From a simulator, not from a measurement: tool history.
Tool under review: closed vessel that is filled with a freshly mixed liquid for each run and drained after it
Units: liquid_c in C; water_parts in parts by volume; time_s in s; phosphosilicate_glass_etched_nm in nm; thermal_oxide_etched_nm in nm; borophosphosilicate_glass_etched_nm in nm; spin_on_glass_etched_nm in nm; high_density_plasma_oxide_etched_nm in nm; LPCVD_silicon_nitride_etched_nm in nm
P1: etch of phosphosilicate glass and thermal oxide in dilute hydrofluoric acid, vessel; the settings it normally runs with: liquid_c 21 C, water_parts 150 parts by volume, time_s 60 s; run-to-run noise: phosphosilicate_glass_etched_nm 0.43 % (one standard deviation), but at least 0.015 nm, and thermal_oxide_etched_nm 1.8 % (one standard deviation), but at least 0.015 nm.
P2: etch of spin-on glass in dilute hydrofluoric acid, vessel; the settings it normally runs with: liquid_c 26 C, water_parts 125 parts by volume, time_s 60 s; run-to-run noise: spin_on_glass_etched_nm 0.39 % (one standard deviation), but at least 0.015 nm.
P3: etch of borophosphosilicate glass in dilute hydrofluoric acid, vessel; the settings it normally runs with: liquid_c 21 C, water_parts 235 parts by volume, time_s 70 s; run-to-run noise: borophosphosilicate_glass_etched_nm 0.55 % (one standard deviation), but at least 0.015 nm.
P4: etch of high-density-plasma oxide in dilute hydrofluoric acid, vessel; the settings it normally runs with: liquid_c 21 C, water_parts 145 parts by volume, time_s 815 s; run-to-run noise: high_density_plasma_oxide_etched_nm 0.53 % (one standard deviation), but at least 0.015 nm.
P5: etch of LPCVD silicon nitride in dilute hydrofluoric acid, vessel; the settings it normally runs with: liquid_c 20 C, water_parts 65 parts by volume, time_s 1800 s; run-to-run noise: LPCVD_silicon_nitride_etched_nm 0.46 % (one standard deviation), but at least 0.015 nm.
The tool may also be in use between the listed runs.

run   hour  process  liquid_c  water_parts  time_s  hours since the thermometer was replaced  hours since the hydrofluoric acid flow meter was replaced  phosphosilicate_glass_etched_nm  thermal_oxide_etched_nm  borophosphosilicate_glass_etched_nm  spin_on_glass_etched_nm  high_density_plasma_oxide_etched_nm  LPCVD_silicon_nitride_etched_nm
  1    8.1       P1        21          150      60                                     941.8                                                      486.4                           22.378                   1.5173
  2   13.9       P1        21          150     120                                     947.6                                                      492.2                           45.321                   3.0603
  3   22.9       P3        21          235      30                                     956.6                                                      501.2                                                                                         4.7677
  4   30.1       P2        26           55      60                                     963.8                                                      508.4                                                                                                                  50.163
  5     37       P1        21           95      35                                     970.7                                                      515.3                           22.054                   1.5299
  6     48       P4        21          145     815                                     981.7                                                      526.3                                                                                                                                                        30.23
  7   58.5       P1        21          150      60                                     992.2                                                      536.8                           22.644                   1.5731
  8   66.4       P4        29          145     815                                    1000.1                                                      544.7                                                                                                                                                       41.339
  9   71.1       P4        21          210     815                                    1004.8                                                      549.4                                                                                                                                                       19.622
 10     77       P5        20           65    1800                                    1010.7                                                      555.3                                                                                                                                                                                        9.7498
 11   84.1       P1        21          150      30                                    1017.8                                                      562.4                           11.265                  0.79268
 12   91.8       P1        17          150      60                                    1025.5                                                      570.1                           18.981                   1.3258
 13  102.6       P3        21          120      70                                    1036.3                                                      580.9                                                                                         24.771
 14  113.3       P2        26          125      85                                      1047                                                      591.6                                                                                                                  28.561
 15  123.8       P3        21          235      70                                    1057.5                                                      602.1                                                                                         11.235
 16  134.5       P5        20           65    3000                                    1068.2                                                      612.8                                                                                                                                                                                        16.425
 17  142.6       P1        21           25      60                                    1076.3                                                      620.9                           155.69                   11.168
 18  148.2       P1        21           35     105                                    1081.9                                                      626.5                           192.05                   13.276
 19  155.4       P2        26          125      60                                    1089.1                                                      633.7                                                                                                                  20.269
 20  160.2       P1        21          225      60                                    1093.9                                                      638.5                           13.923                  0.99124
 21  170.1       P4        21          145     245                                    1103.8                                                      648.4                                                                                                                                                       9.0976
 22  177.6       P3        21          235      70                                    1111.3                                                      655.9                                                                                         11.153
 23  186.9       P1        21          150      60                                    1120.6                                                      665.2                           22.565                   1.5321
 24  192.3       P2        26          125      60                                      1126                                                      670.6                                                                                                                  20.275
 25  198.9       P1        21          150      60                                    1132.6                                                      677.2                           22.468                   1.5639
 26  205.3       P3        17          235      70                                      1139                                                      683.6                                                                                         9.6494
 27  212.2       P2        33          125      60                                    1145.9                                                      690.5                                                                                                                  26.172
 28  219.6       P5      25.5           65    1800                                    1153.3                                                      697.9                                                                                                                                                                                        14.218
 29  225.3       P5        20           65    1800                                      1159                                                      703.6                                                                                                                                                                                          9.82
 30  230.4       P1      25.5          150      60                                    1164.1                                                      708.7                           26.895                   1.8154
 31  237.2       P1        21          235      30                                    1170.9                                                      715.5                            6.562                  0.45239
 32  247.8       P5        20           20    1800                                    1181.5                                                      726.1                                                                                                                                                                                        30.553
 33  258.4       P4        21          145     815                                    1192.1                                                      736.7                                                                                                                                                       30.371
 34  268.5       P1        21          150      60                                    1202.2                                                      746.8                           22.345                    1.582
 35    274       P1        21          150      60                                    1207.7                                                      752.3                           23.455                   1.6947
 36  279.5       P1        21          150      60                                    1213.2                                                      757.8                           23.833                   1.6781
 37  286.9       P1        21          150      60                                    1220.6                                                      765.2                           24.366                   1.6594
 38    294       P1        21          150      60                                    1227.7                                                      772.3                            24.34                   1.6601
 39  300.2       P1        21          150      60                                    1233.9                                                      778.5                           24.517                   1.6936
 40  310.9       P1        21          150      60                                    1244.6                                                      789.2                            24.47                   1.6923

Something has made what P1 gives creep away from where it was; the 2 causes below, each at its own stated size, fit the log equally well:
A: hydrofluoric acid flow above the setpoint (%) = 8.05
B: liquid hotter than its thermometer reads (K) = 2.3
Onset of the creep was near hour 268.5.

Of the 4 check runs listed below, each run on one wafer and each result written as a question mark, which would let you distinguish the listed causes because they would give clearly different results?
check 1  321.6       P2        30           70      60                                                                                                                                                                                                                            ?
check 2  321.6       P3        17          235      70                                                                                                                                                                                                   ?
check 3  321.6       P4        21          195     815                                                                                                                                                                                                                                                                 ?
check 4  321.6       P5        20           65    2565                                                                                                                                                                                                                                                                                                  ?

If the cause were each of the candidates in turn, the checks would give the following:
  check                               result    if A    if B
check 1              spin_on_glass_etched_nm  49.417  49.537
check 2  borophosphosilicate_glass_etched_nm   10.55  10.507
check 3  high_density_plasma_oxide_etched_nm  23.454  23.333
check 4      LPCVD_silicon_nitride_etched_nm  15.078  16.366
Per check, the gap between the least separated pair of causes, taken in the result that splits them most: check 1 0.24 %; check 2 0.42 %; check 3 0.52 %; check 4 8.2 %
Check 4 tells the causes apart: in the others they would give nearly the same result.

The results of check 4 are: LPCVD_silicon_nitride_etched_nm 15.081 nm. Based on these, which of the listed causes is it?

The cause is A: hydrofluoric acid flow above the setpoint (%).

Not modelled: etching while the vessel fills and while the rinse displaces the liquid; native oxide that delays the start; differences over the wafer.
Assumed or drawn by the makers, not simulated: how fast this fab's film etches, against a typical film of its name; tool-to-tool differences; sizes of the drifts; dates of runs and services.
